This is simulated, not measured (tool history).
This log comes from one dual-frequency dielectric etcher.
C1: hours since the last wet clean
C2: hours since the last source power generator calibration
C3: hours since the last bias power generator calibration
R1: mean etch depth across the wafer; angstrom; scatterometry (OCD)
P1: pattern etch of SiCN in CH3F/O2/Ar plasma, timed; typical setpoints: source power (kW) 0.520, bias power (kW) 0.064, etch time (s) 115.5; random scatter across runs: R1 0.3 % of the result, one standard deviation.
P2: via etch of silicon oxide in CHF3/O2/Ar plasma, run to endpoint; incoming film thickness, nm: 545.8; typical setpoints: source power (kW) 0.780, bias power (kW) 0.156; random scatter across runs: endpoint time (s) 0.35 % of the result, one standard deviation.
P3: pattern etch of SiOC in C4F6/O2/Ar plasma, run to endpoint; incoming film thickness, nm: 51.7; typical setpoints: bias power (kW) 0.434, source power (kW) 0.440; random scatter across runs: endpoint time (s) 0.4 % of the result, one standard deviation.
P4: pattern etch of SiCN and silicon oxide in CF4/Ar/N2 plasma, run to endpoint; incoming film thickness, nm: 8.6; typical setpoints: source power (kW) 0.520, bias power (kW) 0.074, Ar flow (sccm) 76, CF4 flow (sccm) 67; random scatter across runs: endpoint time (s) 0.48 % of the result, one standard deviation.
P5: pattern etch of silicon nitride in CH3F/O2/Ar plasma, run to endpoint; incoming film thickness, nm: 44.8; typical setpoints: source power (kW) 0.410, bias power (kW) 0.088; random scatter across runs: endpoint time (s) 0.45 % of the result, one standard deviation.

{"run": 1, "hour": 7.0, "process that ran": "P1", "source power (kW)": 0.52, "bias power (kW)": 0.064, "etch time (s)": 115.5, "C1": 270.3, "C2": 1594.9, "C3": 1639.7, "R1": 464.88}
{"run": 2, "hour": 18.6, "process that ran": "P3", "source power (kW)": 0.44, "bias power (kW)": 0.434, "C1": 281.9, "C2": 1606.5, "C3": 1651.3, "endpoint time (s)": 17.355}
{"run": 3, "hour": 25.2, "process that ran": "P1", "source power (kW)": 0.52, "bias power (kW)": 0.064, "etch time (s)": 171.0, "C1": 288.5, "C2": 1613.1, "C3": 1657.9, "R1": 688.82}
{"run": 4, "hour": 33.6, "process that ran": "P1", "source power (kW)": 0.52, "bias power (kW)": 0.064, "etch time (s)": 82.5, "C1": 296.9, "C2": 1621.5, "C3": 1666.3, "R1": 332.84}
{"run": 5, "hour": 41.7, "process that ran": "P3", "source power (kW)": 0.44, "bias power (kW)": 0.434, "C1": 305.0, "C2": 1629.6, "C3": 1674.4, "endpoint time (s)": 17.336}
{"hour": 46.6, "done": "bias power generator calibrated"}
{"run": 6, "hour": 49.1, "process that ran": "P3", "source power (kW)": 0.44, "bias power (kW)": 0.282, "C1": 312.4, "C2": 1637.0, "C3": 2.6, "endpoint time (s)": 19.989}
{"run": 7, "hour": 61.9, "process that ran": "P4", "source power (kW)": 0.52, "bias power (kW)": 0.104, "Ar flow (sccm)": 76, "CF4 flow (sccm)": 67, "C1": 325.2, "C2": 1649.8, "C3": 15.4, "endpoint time (s)": 7.5983}
{"run": 8, "hour": 71.9, "process that ran": "P1", "source power (kW)": 0.52, "bias power (kW)": 0.064, "etch time (s)": 115.5, "C1": 335.2, "C2": 1659.8, "C3": 25.4, "R1": 466.03}
{"run": 9, "hour": 85.0, "process that ran": "P1", "source power (kW)": 0.52, "bias power (kW)": 0.064, "etch time (s)": 115.5, "C1": 348.3, "C2": 1672.9, "C3": 38.5, "R1": 465.5}
{"run": 10, "hour": 99.4, "process that ran": "P1", "source power (kW)": 0.34, "bias power (kW)": 0.064, "etch time (s)": 154.5, "C1": 362.7, "C2": 1687.3, "C3": 52.9, "R1": 531.94}
{"run": 11, "hour": 112.1, "process that ran": "P1", "source power (kW)": 0.65, "bias power (kW)": 0.064, "etch time (s)": 115.5, "C1": 375.4, "C2": 1700.0, "C3": 65.6, "R1": 508.34}
{"run": 12, "hour": 119.5, "process that ran": "P4", "source power (kW)": 0.52, "bias power (kW)": 0.074, "Ar flow (sccm)": 76, "CF4 flow (sccm)": 67, "C1": 382.8, "C2": 1707.4, "C3": 73.0, "endpoint time (s)": 8.5077}
{"run": 13, "hour": 132.6, "process that ran": "P1", "source power (kW)": 0.52, "bias power (kW)": 0.081, "etch time (s)": 115.5, "C1": 395.9, "C2": 1720.5, "C3": 86.1, "R1": 503.66}
{"run": 14, "hour": 145.5, "process that ran": "P2", "source power (kW)": 0.78, "bias power (kW)": 0.2, "C1": 408.8, "C2": 1733.4, "C3": 99.0, "endpoint time (s)": 242.75}
{"run": 15, "hour": 151.8, "process that ran": "P1", "source power (kW)": 0.52, "bias power (kW)": 0.064, "etch time (s)": 115.5, "C1": 415.1, "C2": 1739.7, "C3": 105.3, "R1": 466.5}
{"run": 16, "hour": 161.9, "process that ran": "P1", "source power (kW)": 0.52, "bias power (kW)": 0.064, "etch time (s)": 115.5, "C1": 425.2, "C2": 1749.8, "C3": 115.4, "R1": 466.78}
{"run": 17, "hour": 172.0, "process that ran": "P2", "source power (kW)": 0.78, "bias power (kW)": 0.156, "C1": 435.3, "C2": 1759.9, "C3": 125.5, "endpoint time (s)": 261.09}
{"run": 18, "hour": 178.6, "process that ran": "P3", "source power (kW)": 0.52, "bias power (kW)": 0.434, "C1": 441.9, "C2": 1766.5, "C3": 132.1, "endpoint time (s)": 16.396}
{"run": 19, "hour": 189.8, "process that ran": "P5", "source power (kW)": 0.55, "bias power (kW)": 0.088, "C1": 453.1, "C2": 1777.7, "C3": 143.3, "endpoint time (s)": 53.023}
{"run": 20, "hour": 203.1, "process that ran": "P5", "source power (kW)": 0.41, "bias power (kW)": 0.088, "C1": 466.4, "C2": 1791.0, "C3": 156.6, "endpoint time (s)": 59.175}
{"run": 21, "hour": 215.8, "process that ran": "P1", "source power (kW)": 0.52, "bias power (kW)": 0.064, "etch time (s)": 115.5, "C1": 479.1, "C2": 1803.7, "C3": 169.3, "R1": 465.67}
{"run": 22, "hour": 222.7, "process that ran": "P1", "source power (kW)": 0.52, "bias power (kW)": 0.041, "etch time (s)": 115.5, "C1": 486.0, "C2": 1810.6, "C3": 176.2, "R1": 403.53}
{"run": 23, "hour": 233.8, "process that ran": "P4", "source power (kW)": 0.68, "bias power (kW)": 0.074, "Ar flow (sccm)": 76, "CF4 flow (sccm)": 67, "C1": 497.1, "C2": 1821.7, "C3": 187.3, "endpoint time (s)": 6.7321}
{"run": 24, "hour": 240.0, "process that ran": "P1", "source power (kW)": 0.67, "bias power (kW)": 0.064, "etch time (s)": 65.0, "C1": 503.3, "C2": 1827.9, "C3": 193.5, "R1": 289.09}
{"run": 25, "hour": 253.3, "process that ran": "P5", "source power (kW)": 0.41, "bias power (kW)": 0.07, "C1": 516.6, "C2": 1841.2, "C3": 206.8, "endpoint time (s)": 63.984}
{"run": 26, "hour": 265.5, "process that ran": "P2", "source power (kW)": 0.78, "bias power (kW)": 0.156, "C1": 528.8, "C2": 1853.4, "C3": 219.0, "endpoint time (s)": 263.25}
{"run": 27, "hour": 279.3, "process that ran": "P1", "source power (kW)": 0.33, "bias power (kW)": 0.064, "etch time (s)": 115.5, "C1": 542.6, "C2": 1867.2, "C3": 232.8, "R1": 388.74}
{"run": 28, "hour": 285.5, "process that ran": "P2", "source power (kW)": 0.6, "bias power (kW)": 0.156, "C1": 548.8, "C2": 1873.4, "C3": 239.0, "endpoint time (s)": 292.13}
{"run": 29, "hour": 295.2, "process that ran": "P4", "source power (kW)": 0.52, "bias power (kW)": 0.074, "Ar flow (sccm)": 101, "CF4 flow (sccm)": 67, "C1": 558.5, "C2": 1883.1, "C3": 248.7, "endpoint time (s)": 8.8918}
{"run": 30, "hour": 308.4, "process that ran": "P1", "source power (kW)": 0.52, "bias power (kW)": 0.064, "etch time (s)": 115.5, "C1": 571.7, "C2": 1896.3, "C3": 261.9, "R1": 465.23}
{"run": 31, "hour": 319.3, "process that ran": "P4", "source power (kW)": 0.52, "bias power (kW)": 0.074, "Ar flow (sccm)": 76, "CF4 flow (sccm)": 53, "C1": 582.6, "C2": 1907.2, "C3": 272.8, "endpoint time (s)": 8.839}
{"run": 32, "hour": 328.8, "process that ran": "P1", "source power (kW)": 0.52, "bias power (kW)": 0.064, "etch time (s)": 115.5, "C1": 592.1, "C2": 1916.7, "C3": 282.3, "R1": 466.29}
{"run": 33, "hour": 342.2, "process that ran": "P1", "source power (kW)": 0.52, "bias power (kW)": 0.064, "etch time (s)": 115.5, "C1": 605.5, "C2": 1930.1, "C3": 295.7, "R1": 468.31}
{"run": 34, "hour": 355.0, "process that ran": "P1", "source power (kW)": 0.52, "bias power (kW)": 0.064, "etch time (s)": 115.5, "C1": 618.3, "C2": 1942.9, "C3": 308.5, "R1": 472.13}
{"hour": 357.0, "done": "wet clean of the chamber"}
{"run": 35, "hour": 366.5, "process that ran": "P1", "source power (kW)": 0.52, "bias power (kW)": 0.064, "etch time (s)": 115.5, "C1": 9.5, "C2": 1954.4, "C3": 320.0, "R1": 470.87}
{"run": 36, "hour": 377.3, "process that ran": "P1", "source power (kW)": 0.52, "bias power (kW)": 0.064, "etch time (s)": 115.5, "C1": 20.3, "C2": 1965.2, "C3": 330.8, "R1": 471.67}
{"run": 37, "hour": 390.5, "process that ran": "P1", "source power (kW)": 0.52, "bias power (kW)": 0.064, "etch time (s)": 115.5, "C1": 33.5, "C2": 1978.4, "C3": 344.0, "R1": 470.92}
{"run": 38, "hour": 396.9, "process that ran": "P1", "source power (kW)": 0.52, "bias power (kW)": 0.064, "etch time (s)": 115.5, "C1": 39.9, "C2": 1984.8, "C3": 350.4, "R1": 471.63}

P1 no longer gives what it gave before; its output has crept away from where it was. The following 2 causes, each at its listed size, fit the log equally well:
A: bias power that arrives over what is set, % = 4.45
B: source power that arrives over what is set, % = 3.94
At approximately hour 328.8, the process output began to creep.
Excluded causes, each with its reason:
chamber walls in a state that raises the etch rate, %: was serviced at hour 357.0, once the creep was under way, yet the earlier output never came back

The list below offers 4 check runs, each averaging the results of 3 wafers, and shows each result as a question mark. For which of them would the listed causes give clearly different results?
{"run": "check 1", "hour": 403.3, "process that ran": "P2", "source power (kW)": 0.78, "bias power (kW)": 0.156, "endpoint time (s)": "?"}
{"run": "check 2", "hour": 403.3, "process that ran": "P4", "source power (kW)": 0.52, "bias power (kW)": 0.074, "Ar flow (sccm)": 76, "CF4 flow (sccm)": 67, "endpoint time (s)": "?"}
{"run": "check 3", "hour": 403.3, "process that ran": "P3", "source power (kW)": 0.44, "bias power (kW)": 0.434, "endpoint time (s)": "?"}
{"run": "check 4", "hour": 403.3, "process that ran": "P5", "source power (kW)": 0.41, "bias power (kW)": 0.088, "endpoint time (s)": "?"}

Expected result of each check under each candidate cause:
check=check_1 result=endpoint_time_(s) if_A=259.2000 if_B=258.9400
check=check_2 result=endpoint_time_(s) if_A=8.3968 if_B=8.2299
check=check_3 result=endpoint_time_(s) if_A=17.0450 if_B=17.0710
check=check_4 result=endpoint_time_(s) if_A=58.2760 if_B=58.3410
Gap, in per cent, between the two causes that each check separates least, read from the result that separates them most: check 1 0.1 %; check 2 2.01 %; check 3 0.15 %; check 4 0.11 %
Only check 2 tells the causes apart: in the others they would give nearly the same result.

After running check 2, the following was obtained: endpoint time (s) 8.2446. Which cause does this point to?

B is the cause: source power that arrives over what is set, %.
